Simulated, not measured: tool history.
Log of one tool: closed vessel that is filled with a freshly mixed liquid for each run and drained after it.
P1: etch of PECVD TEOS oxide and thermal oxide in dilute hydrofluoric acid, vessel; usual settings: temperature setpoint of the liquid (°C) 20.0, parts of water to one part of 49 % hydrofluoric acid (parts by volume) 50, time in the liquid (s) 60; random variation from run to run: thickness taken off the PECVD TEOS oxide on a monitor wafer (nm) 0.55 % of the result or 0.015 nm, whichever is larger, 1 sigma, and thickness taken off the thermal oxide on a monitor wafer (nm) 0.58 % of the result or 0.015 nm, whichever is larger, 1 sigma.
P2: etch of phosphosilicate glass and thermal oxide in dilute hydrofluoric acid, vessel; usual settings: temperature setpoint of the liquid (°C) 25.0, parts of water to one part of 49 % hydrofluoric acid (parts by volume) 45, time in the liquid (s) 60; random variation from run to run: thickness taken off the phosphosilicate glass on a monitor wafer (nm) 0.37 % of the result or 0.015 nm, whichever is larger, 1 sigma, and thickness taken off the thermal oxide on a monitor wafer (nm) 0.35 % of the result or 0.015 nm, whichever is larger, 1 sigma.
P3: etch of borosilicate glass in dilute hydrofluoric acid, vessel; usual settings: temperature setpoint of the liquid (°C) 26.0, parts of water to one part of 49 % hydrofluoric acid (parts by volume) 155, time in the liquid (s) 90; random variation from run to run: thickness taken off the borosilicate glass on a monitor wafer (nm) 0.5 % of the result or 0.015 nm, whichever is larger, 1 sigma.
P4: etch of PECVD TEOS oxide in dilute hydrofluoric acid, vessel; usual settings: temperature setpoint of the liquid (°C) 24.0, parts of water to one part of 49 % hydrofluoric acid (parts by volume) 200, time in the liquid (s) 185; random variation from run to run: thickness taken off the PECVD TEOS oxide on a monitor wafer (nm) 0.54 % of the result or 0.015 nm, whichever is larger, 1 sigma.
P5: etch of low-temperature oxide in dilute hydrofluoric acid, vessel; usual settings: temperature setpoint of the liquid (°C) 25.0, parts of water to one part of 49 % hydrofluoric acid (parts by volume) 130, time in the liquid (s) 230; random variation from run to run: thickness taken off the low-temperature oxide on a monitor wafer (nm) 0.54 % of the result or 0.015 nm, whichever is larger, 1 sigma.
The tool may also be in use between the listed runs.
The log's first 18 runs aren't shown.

run	day	process that ran	temperature setpoint of the liquid (°C)	parts of water to one part of 49 % hydrofluoric acid (parts by volume)	time in the liquid (s)	hours since the thermometer was replaced	hours since the hydrofluoric acid flow meter was replaced	thickness taken off the PECVD TEOS oxide on a monitor wafer (nm)	thickness taken off the thermal oxide on a monitor wafer (nm)	thickness taken off the low-temperature oxide on a monitor wafer (nm)	thickness taken off the borosilicate glass on a monitor wafer (nm)	thickness taken off the phosphosilicate glass on a monitor wafer (nm)
19	8.588	P3	26.0	225	90	135.4	615.4				10.180	
20	9.221	P5	25.0	130	230	150.6	630.6			58.517		
21	9.829	P1	20.0	50	90	165.2	645.2	26.1600	7.9150			
22	10.250	P4	24.0	200	30	175.3	655.3	2.6681				
23	10.838	P1	20.0	50	60	189.4	669.4	17.2770	5.2656			
24	11.371	P4	24.0	40	185	202.2	682.2	99.2570				
25	11.750	P1	20.0	20	60	211.3	691.3	45.2080	13.6710			
26	12.100	P3	19.5	155	90	219.7	699.7				12.556	
27	12.596	P1	20.0	50	30	231.6	711.6	8.5987	2.6319			
28	13.083	P1	17.0	20	60	243.3	723.3	39.4010	11.9360			
29	13.675	P1	20.0	50	60	257.5	737.5	17.4110	5.2380			
30	14.304	P1	20.0	50	60	272.6	752.6	17.3670	5.2285			

Forecast run 31:
31	14.788	P1	20.0	50	60	284.2	764.2	?	?			

thickness taken off the PECVD TEOS oxide on a monitor wafer (nm): 17.4230
thickness taken off the thermal oxide on a monitor wafer (nm): 5.3054
